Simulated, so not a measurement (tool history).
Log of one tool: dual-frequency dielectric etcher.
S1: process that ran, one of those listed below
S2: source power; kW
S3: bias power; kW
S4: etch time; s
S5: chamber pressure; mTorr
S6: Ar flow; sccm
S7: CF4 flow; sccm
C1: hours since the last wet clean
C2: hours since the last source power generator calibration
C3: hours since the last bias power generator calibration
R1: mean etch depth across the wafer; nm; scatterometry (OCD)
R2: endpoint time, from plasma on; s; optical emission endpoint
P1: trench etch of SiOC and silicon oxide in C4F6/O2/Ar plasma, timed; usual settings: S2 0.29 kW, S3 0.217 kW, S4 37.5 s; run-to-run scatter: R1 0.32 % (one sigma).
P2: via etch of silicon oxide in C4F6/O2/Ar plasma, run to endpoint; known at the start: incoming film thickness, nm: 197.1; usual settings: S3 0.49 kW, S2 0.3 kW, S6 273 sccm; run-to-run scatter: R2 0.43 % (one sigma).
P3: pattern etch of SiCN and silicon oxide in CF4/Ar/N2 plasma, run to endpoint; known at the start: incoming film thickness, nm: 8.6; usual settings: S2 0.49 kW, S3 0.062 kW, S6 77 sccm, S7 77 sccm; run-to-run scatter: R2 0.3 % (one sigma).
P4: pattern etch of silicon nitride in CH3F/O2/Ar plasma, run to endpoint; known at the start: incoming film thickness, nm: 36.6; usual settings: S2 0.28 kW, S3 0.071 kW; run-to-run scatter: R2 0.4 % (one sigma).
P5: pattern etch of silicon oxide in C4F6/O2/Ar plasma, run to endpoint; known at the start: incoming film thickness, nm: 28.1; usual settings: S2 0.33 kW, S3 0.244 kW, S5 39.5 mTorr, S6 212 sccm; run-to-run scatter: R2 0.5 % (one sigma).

{"run": 1, "day": 0.15, "S1": "P1", "S2": 0.29, "S3": 0.217, "S4": 37.5, "C1": 375.7, "C2": 2577.3, "C3": 1448.2, "R1": 70.683}
{"run": 2, "day": 0.425, "S1": "P4", "S2": 0.18, "S3": 0.071, "C1": 382.3, "C2": 2583.9, "C3": 1454.8, "R2": 71.625}
{"run": 3, "day": 0.754, "S1": "P1", "S2": 0.2, "S3": 0.217, "S4": 37.5, "C1": 390.2, "C2": 2591.8, "C3": 1462.7, "R1": 61.686}
{"run": 4, "day": 0.975, "S1": "P5", "S2": 0.33, "S3": 0.244, "S5": 27.5, "S6": 212, "C1": 395.5, "C2": 2597.1, "C3": 1468, "R2": 8.1692}
{"run": 5, "day": 1.212, "S1": "P2", "S2": 0.3, "S3": 0.49, "S6": 273, "C1": 401.2, "C2": 2602.8, "C3": 1473.7, "R2": 49.611}
{"run": 6, "day": 1.392, "S1": "P1", "S2": 0.29, "S3": 0.217, "S4": 37.5, "C1": 405.5, "C2": 2607.1, "C3": 1478, "R1": 71.036}
{"day": 1.571, "done": "wet clean of the chamber"}
{"run": 7, "day": 1.721, "S1": "P2", "S2": 0.3, "S3": 0.49, "S6": 194, "C1": 3.7, "C2": 2615, "C3": 1485.9, "R2": 47.418}
{"run": 8, "day": 2.05, "S1": "P1", "S2": 0.29, "S3": 0.217, "S4": 37.5, "C1": 11.6, "C2": 2622.9, "C3": 1493.8, "R1": 70.811}
{"run": 9, "day": 2.325, "S1": "P5", "S2": 0.33, "S3": 0.336, "S5": 39.5, "S6": 212, "C1": 18.2, "C2": 2629.5, "C3": 1500.4, "R2": 7.6045}
{"run": 10, "day": 2.65, "S1": "P1", "S2": 0.29, "S3": 0.217, "S4": 56, "C1": 26, "C2": 2637.3, "C3": 1508.2, "R1": 106.07}
{"run": 11, "day": 2.867, "S1": "P3", "S2": 0.3, "S3": 0.062, "S6": 77, "S7": 77, "C1": 31.2, "C2": 2642.5, "C3": 1513.4, "R2": 14.206}
{"run": 12, "day": 3.125, "S1": "P5", "S2": 0.24, "S3": 0.244, "S5": 39.5, "S6": 212, "C1": 37.4, "C2": 2648.7, "C3": 1519.6, "R2": 9.6233}
{"run": 13, "day": 3.375, "S1": "P1", "S2": 0.29, "S3": 0.176, "S4": 37.5, "C1": 43.4, "C2": 2654.7, "C3": 1525.6, "R1": 65.943}
{"run": 14, "day": 3.546, "S1": "P1", "S2": 0.29, "S3": 0.142, "S4": 49, "C1": 47.5, "C2": 2658.8, "C3": 1529.7, "R1": 80.647}
{"run": 15, "day": 3.854, "S1": "P4", "S2": 0.28, "S3": 0.057, "C1": 54.9, "C2": 2666.2, "C3": 1537.1, "R2": 65.529}
{"run": 16, "day": 4.162, "S1": "P1", "S2": 0.29, "S3": 0.256, "S4": 37.5, "C1": 62.3, "C2": 2673.6, "C3": 1544.5, "R1": 75.043}
{"run": 17, "day": 4.412, "S1": "P1", "S2": 0.29, "S3": 0.217, "S4": 37.5, "C1": 68.3, "C2": 2679.6, "C3": 1550.5, "R1": 70.738}
{"run": 18, "day": 4.625, "S1": "P5", "S2": 0.33, "S3": 0.244, "S5": 39.5, "S6": 212, "C1": 73.4, "C2": 2684.7, "C3": 1555.6, "R2": 8.4568}
{"run": 19, "day": 4.8, "S1": "P2", "S2": 0.42, "S3": 0.49, "S6": 273, "C1": 77.6, "C2": 2688.9, "C3": 1559.8, "R2": 43.503}
{"run": 20, "day": 5.142, "S1": "P3", "S2": 0.49, "S3": 0.062, "S6": 77, "S7": 77, "C1": 85.8, "C2": 2697.1, "C3": 1568, "R2": 9.2054}
{"run": 21, "day": 5.479, "S1": "P1", "S2": 0.29, "S3": 0.217, "S4": 27.5, "C1": 93.9, "C2": 2705.2, "C3": 1576.1, "R1": 51.773}
{"run": 22, "day": 5.629, "S1": "P4", "S2": 0.28, "S3": 0.071, "C1": 97.5, "C2": 2708.8, "C3": 1579.7, "R2": 60.464}
{"run": 23, "day": 5.892, "S1": "P5", "S2": 0.33, "S3": 0.244, "S5": 39.5, "S6": 125, "C1": 103.8, "C2": 2715.1, "C3": 1586, "R2": 8.0966}
{"run": 24, "day": 6.067, "S1": "P1", "S2": 0.37, "S3": 0.217, "S4": 37.5, "C1": 108, "C2": 2719.3, "C3": 1590.2, "R1": 77.665}
{"run": 25, "day": 6.233, "S1": "P2", "S2": 0.3, "S3": 0.49, "S6": 273, "C1": 112, "C2": 2723.3, "C3": 1594.2, "R2": 49.212}
{"run": 26, "day": 6.525, "S1": "P3", "S2": 0.49, "S3": 0.062, "S6": 48, "S7": 77, "C1": 119, "C2": 2730.3, "C3": 1601.2, "R2": 8.6403}

The next listed run, before its measurement:
{"run": 27, "day": 6.829, "S1": "P3", "S2": 0.49, "S3": 0.062, "S6": 77, "S7": 50, "C1": 126.3, "C2": 2737.6, "C3": 1608.5, "R2": "?"}

R2: 9.837 s
